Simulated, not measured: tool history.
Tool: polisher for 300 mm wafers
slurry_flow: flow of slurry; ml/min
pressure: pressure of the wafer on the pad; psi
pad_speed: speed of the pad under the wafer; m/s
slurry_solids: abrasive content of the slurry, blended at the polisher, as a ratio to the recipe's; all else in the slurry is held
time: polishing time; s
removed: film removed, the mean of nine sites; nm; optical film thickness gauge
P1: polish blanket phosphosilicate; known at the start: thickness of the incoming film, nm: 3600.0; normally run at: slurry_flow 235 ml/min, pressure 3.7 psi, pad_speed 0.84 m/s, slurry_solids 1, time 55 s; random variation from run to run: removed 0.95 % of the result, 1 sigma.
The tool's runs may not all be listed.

{"run": 1, "hour": 9.5, "slurry_flow": 235, "pressure": 3.7, "pad_speed": 0.84, "slurry_solids": 1, "time": 55, "removed": 388.19}
{"run": 2, "hour": 22.3, "slurry_flow": 235, "pressure": 2.5, "pad_speed": 0.84, "slurry_solids": 1, "time": 36, "removed": 171.57}
{"run": 3, "hour": 38.6, "slurry_flow": 235, "pressure": 5.4, "pad_speed": 0.84, "slurry_solids": 1, "time": 33, "removed": 336.53}
{"run": 4, "hour": 53.3, "slurry_flow": 235, "pressure": 3.7, "pad_speed": 0.84, "slurry_solids": 1, "time": 55, "removed": 385.75}
{"run": 5, "hour": 68.9, "slurry_flow": 235, "pressure": 4.7, "pad_speed": 0.84, "slurry_solids": 1, "time": 55, "removed": 492.9}
{"run": 6, "hour": 76.6, "slurry_flow": 235, "pressure": 3.7, "pad_speed": 0.84, "slurry_solids": 0.6, "time": 55, "removed": 294.82}
{"run": 7, "hour": 89.5, "slurry_flow": 235, "pressure": 1.7, "pad_speed": 0.84, "slurry_solids": 1, "time": 55, "removed": 176.06}
{"run": 8, "hour": 105.5, "slurry_flow": 235, "pressure": 3.7, "pad_speed": 0.84, "slurry_solids": 1, "time": 32, "removed": 226.9}
{"run": 9, "hour": 114.6, "slurry_flow": 140, "pressure": 3.7, "pad_speed": 0.84, "slurry_solids": 1, "time": 55, "removed": 352.65}
{"run": 10, "hour": 128.3, "slurry_flow": 235, "pressure": 3.7, "pad_speed": 0.84, "slurry_solids": 1, "time": 55, "removed": 390.43}
{"run": 11, "hour": 139.1, "slurry_flow": 235, "pressure": 3.7, "pad_speed": 0.48, "slurry_solids": 1, "time": 55, "removed": 250.56}
{"run": 12, "hour": 154.4, "slurry_flow": 235, "pressure": 3.7, "pad_speed": 0.84, "slurry_solids": 1, "time": 55, "removed": 388.28}
{"run": 13, "hour": 170.7, "slurry_flow": 235, "pressure": 3.7, "pad_speed": 0.84, "slurry_solids": 1, "time": 55, "removed": 386.91}
{"run": 14, "hour": 184.4, "slurry_flow": 235, "pressure": 3.7, "pad_speed": 0.84, "slurry_solids": 1, "time": 55, "removed": 390.51}
{"run": 15, "hour": 191.7, "slurry_flow": 235, "pressure": 3.7, "pad_speed": 0.84, "slurry_solids": 1, "time": 87, "removed": 609.98}
{"hour": 198.9, "done": "head pressure recalibrated"}
{"run": 16, "hour": 205.6, "slurry_flow": 235, "pressure": 3.7, "pad_speed": 1.32, "slurry_solids": 1, "time": 55, "removed": 560.64}
{"run": 17, "hour": 219.4, "slurry_flow": 235, "pressure": 3.7, "pad_speed": 0.84, "slurry_solids": 1.3, "time": 55, "removed": 434.88}
{"run": 18, "hour": 232.7, "slurry_flow": 355, "pressure": 3.7, "pad_speed": 0.84, "slurry_solids": 1, "time": 30, "removed": 217.2}
{"run": 19, "hour": 247.9, "slurry_flow": 360, "pressure": 3.7, "pad_speed": 0.84, "slurry_solids": 1, "time": 55, "removed": 399.38}
{"run": 20, "hour": 263.6, "slurry_flow": 235, "pressure": 3.7, "pad_speed": 0.84, "slurry_solids": 1, "time": 55, "removed": 393.12}
{"run": 21, "hour": 276.8, "slurry_flow": 235, "pressure": 3.7, "pad_speed": 0.84, "slurry_solids": 1, "time": 55, "removed": 385.47}
{"run": 22, "hour": 286.3, "slurry_flow": 235, "pressure": 3.7, "pad_speed": 0.84, "slurry_solids": 1, "time": 55, "removed": 370.42}
{"run": 23, "hour": 294.9, "slurry_flow": 235, "pressure": 3.7, "pad_speed": 0.84, "slurry_solids": 1, "time": 55, "removed": 365.82}
{"run": 24, "hour": 303.5, "slurry_flow": 235, "pressure": 3.7, "pad_speed": 0.84, "slurry_solids": 1, "time": 55, "removed": 353.24}

Run 25 comes next. What will it give?
{"hour": 312.4, "done": "slurry nozzle cleaned"}
{"hour": 316.2, "done": "conditioning disc replaced and pad reconditioned"}
{"run": 25, "hour": 318.1, "slurry_flow": 235, "pressure": 3.7, "pad_speed": 0.84, "slurry_solids": 1, "time": 55, "removed": "?"}

removed: 346.11 nm
